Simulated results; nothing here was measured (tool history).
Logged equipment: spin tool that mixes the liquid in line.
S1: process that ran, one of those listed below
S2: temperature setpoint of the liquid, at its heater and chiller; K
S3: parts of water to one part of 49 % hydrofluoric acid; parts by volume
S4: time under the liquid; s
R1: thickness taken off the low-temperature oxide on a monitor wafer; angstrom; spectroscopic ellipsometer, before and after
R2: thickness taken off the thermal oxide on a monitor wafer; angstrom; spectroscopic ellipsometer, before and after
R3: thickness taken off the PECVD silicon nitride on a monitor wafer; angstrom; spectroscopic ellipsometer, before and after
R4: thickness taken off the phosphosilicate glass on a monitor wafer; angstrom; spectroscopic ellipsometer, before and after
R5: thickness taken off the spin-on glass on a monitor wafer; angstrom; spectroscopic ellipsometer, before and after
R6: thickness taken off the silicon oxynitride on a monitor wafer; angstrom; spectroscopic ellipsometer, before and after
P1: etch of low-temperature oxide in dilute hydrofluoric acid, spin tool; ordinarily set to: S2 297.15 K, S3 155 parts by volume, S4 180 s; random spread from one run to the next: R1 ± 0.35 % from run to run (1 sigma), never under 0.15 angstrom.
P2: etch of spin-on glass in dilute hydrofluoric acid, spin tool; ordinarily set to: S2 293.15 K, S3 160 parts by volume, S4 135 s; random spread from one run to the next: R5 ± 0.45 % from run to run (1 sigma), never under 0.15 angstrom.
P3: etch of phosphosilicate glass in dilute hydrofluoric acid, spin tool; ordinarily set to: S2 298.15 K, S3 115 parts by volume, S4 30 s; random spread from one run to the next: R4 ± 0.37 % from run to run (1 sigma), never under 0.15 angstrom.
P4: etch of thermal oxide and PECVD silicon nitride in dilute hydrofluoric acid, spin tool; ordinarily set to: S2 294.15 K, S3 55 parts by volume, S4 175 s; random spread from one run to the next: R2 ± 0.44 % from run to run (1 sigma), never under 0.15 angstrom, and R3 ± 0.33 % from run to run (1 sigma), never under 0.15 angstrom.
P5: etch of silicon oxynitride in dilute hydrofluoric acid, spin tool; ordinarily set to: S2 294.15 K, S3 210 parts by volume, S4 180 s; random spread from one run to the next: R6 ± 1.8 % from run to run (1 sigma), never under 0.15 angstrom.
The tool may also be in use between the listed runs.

run   hour  S1      S2   S3   S4      R1      R2      R3      R4      R5      R6
  1      5  P1  297.15  155  180  193.11
  2   10.8  P4  294.15   55  175          139.84  61.223
  3   15.1  P3  298.15  115   30                          239.85
  4   21.1  P1  297.15  155   25  27.049
  5   27.8  P2  293.15  240  135                                  112.35
  6   32.5  P1  292.65  155  180  162.87
  7   36.2  P1  297.15  265  295  164.55
  8   40.6  P1  297.15  155  180  192.79
  9   45.8  P3  298.15  115   50                          401.35
 10   48.9  P4  294.15   55  175           140.8   60.86
 11   54.3  P5  294.15  210  300                                          24.537
 12     58  P1  297.15  280  180  94.127
 13   61.6  P1  304.15  155  180  248.13
 14   66.8  P5  290.15  210  180                                          12.579
 15   73.1  P3  298.15  115   30                          239.91
 16   79.8  P1  297.15   75  180  439.86
 17   83.3  P1  297.15  155  180  192.68
 18     88  P1  297.15  155  275  295.01
 19     94  P4  294.15   55   40          32.274  13.983
 20    100  P3  302.65  115   30                          285.87
 21  103.9  P4  298.15   55  175          166.78  79.812
 22  110.4  P1  297.15  155  180  192.84
 23    117  P3  298.15  170   30                          152.13
 24  123.1  P2  299.65  160  135                                  235.95
 25  126.3  P4  294.15   20  175          401.61  160.51
     127.6  -- thermometer replaced
 26    131  P2  293.15  160  135                                  184.13
 27    135  P5  294.15  105  180                                           30.47
 28    139  P5  294.15  210  180                                          14.787
 29  142.3  P2  293.15  160  270                                  368.18
 30  148.4  P1  297.15  155  180  193.28
 31  154.7  P1  297.15  155  180  186.21
 32  158.3  P1  297.15  155  180  184.29
 33  162.2  P1  297.15  155  180  183.12
 34  167.4  P1  297.15  155  180  180.62
 35  172.5  P1  297.15  155  180  181.03
 36  175.5  P1  297.15  155  180  181.08
 37  181.9  P1  297.15  155  180   179.4
 38  185.8  P1  297.15  155  180  179.35

What P1 gives has crept away from where it was. These 2 causes fit the log equally well, each at the size given:
A: hydrofluoric acid flow below the setpoint (%) = 5.85
B: liquid colder than its thermometer reads (K) = 1.85
The process output started creeping at around hour 148.4.

Which of the 4 check runs listed below separates the causes, so that each cause would produce a clearly different result? Each run uses one wafer, and its results are marked with question marks.
check 1  189.7  P5  294.15  210  180                       ?
check 2  189.7  P2  293.15  160  135                   ?
check 3  189.7  P4  294.15   55  175       ?   ?
check 4  189.7  P3  298.15  115   30               ?

Check results expected under each cause:
  check  result    if A    if B
check 1      R6   13.89  13.663
check 2      R5  171.18  170.59
check 3      R2  131.78  129.98
check 3      R3  57.466  53.616
check 4      R4  224.63  223.87
Gap, in per cent, between the two causes that each check separates least, read from the result that separates them most: check 1 1.65 %; check 2 0.34 %; check 3 6.93 %; check 4 0.34 %
Check 3 distinguishes between the causes, while the remaining checks would return nearly the same result for all of them.

Check 3 was carried out, with these results: R2 130.73 angstrom; R3 57.758 angstrom. Which of the listed causes is responsible?

A is the cause: hydrofluoric acid flow below the setpoint (%).
